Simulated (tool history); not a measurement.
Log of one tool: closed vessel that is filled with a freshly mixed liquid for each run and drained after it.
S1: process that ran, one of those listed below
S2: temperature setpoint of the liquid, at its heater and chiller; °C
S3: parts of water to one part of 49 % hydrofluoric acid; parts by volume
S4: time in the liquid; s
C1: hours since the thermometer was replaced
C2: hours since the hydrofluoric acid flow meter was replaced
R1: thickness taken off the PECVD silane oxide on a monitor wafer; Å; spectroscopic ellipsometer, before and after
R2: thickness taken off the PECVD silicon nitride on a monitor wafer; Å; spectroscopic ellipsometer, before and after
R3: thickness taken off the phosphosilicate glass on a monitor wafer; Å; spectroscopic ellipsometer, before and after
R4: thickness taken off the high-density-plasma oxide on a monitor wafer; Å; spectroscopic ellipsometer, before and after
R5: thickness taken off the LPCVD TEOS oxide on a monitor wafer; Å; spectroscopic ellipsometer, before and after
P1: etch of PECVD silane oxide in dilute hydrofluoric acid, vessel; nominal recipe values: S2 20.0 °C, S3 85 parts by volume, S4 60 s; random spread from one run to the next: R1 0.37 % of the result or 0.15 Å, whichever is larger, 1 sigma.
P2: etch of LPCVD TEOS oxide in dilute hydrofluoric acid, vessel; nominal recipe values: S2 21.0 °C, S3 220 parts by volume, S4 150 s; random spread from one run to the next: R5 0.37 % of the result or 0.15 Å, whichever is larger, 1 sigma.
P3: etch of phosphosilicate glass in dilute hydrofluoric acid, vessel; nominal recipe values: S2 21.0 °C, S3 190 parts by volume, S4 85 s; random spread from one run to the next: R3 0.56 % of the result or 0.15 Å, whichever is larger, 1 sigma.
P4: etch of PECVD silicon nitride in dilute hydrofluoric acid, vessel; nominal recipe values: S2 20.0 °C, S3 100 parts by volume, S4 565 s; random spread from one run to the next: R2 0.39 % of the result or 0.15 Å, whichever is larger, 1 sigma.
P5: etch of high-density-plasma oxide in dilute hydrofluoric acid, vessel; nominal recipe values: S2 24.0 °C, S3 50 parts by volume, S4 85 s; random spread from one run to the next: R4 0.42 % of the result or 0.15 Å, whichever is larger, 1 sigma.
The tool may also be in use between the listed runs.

run    day  S1    S2   S3   S4      C1     C2       R1      R2       R3       R4       R5
  1  0.183  P1  20.0   85   60   821.4  586.9  128.050
  2  0.488  P4  20.0  100  565   828.7  594.2           233.97
  3  0.671  P1  20.0  120   60   833.1  598.6   88.799
  4  0.958  P1  17.0   55   60   840.0  605.5  181.750
  5  1.179  P3  27.5  190   85   845.3  610.8                    462.82
  6  1.379  P5  24.0   50   30   850.1  615.6                             36.228
  7  1.629  P2  21.0  220  150   856.1  621.6                                     177.470
  8  1.888  P1  20.0   85   60   862.3  627.8  128.130
  9  2.204  P4  20.0  100  945   869.9  635.4           391.07
 10  2.558  P2  21.0  220   70   878.4  643.9                                      83.366
 11  2.804  P1  20.0   35   60   884.3  649.8  332.230
 12  2.967  P5  24.0   50   85   888.2  653.7                            102.950
 13  3.271  P1  20.0   85   60   895.5  661.0  129.560
 14  3.625  P2  28.0  220  150   904.0  669.5                                     229.210
 15  3.983  P3  21.0  190   85   912.6  678.1                    365.19
 16  4.200  P3  21.0  190   30   917.8  683.3                    128.64
 17  4.504  P1  20.0   85   30   925.1  690.6   64.440
 18  4.683  P1  25.0   85   60   929.4  694.9  158.420
 19  4.900  P1  20.0   85   60   934.6  700.1  129.490
 20  5.108  P3  21.0   35   85   939.6  705.1                   2341.00
 21  5.467  P4  20.0  150  565   948.2  713.7           157.03
 22  5.821  P1  20.0   85  105   956.7  722.2  226.660
 23  6.092  P4  25.5  100  565   963.2  728.7           337.42
 24  6.325  P2  21.0   85  150   968.8  734.3                                     527.760
 25  6.571  P2  21.0  220  150   974.7  740.2                                     177.510
 26  6.733  P5  31.0   50   85   978.6  744.1                            135.110
 27  6.929  P1  17.0   85   60   983.3  748.8  113.900
 28  7.267  P5  24.0   80   85   991.4  756.9                             61.305
 29  7.454  P1  20.0   85   60   995.9  761.4  129.200
 30  7.696  P1  20.0   85   60  1001.7  767.2  124.260
 31  8.025  P1  20.0   85   60  1009.6  775.1  120.660

What will run 32 give?
 32  8.267  P1  20.0  85  60  1015.4  780.9   ?

For run 32 the tool returned R1 118.010 Å.

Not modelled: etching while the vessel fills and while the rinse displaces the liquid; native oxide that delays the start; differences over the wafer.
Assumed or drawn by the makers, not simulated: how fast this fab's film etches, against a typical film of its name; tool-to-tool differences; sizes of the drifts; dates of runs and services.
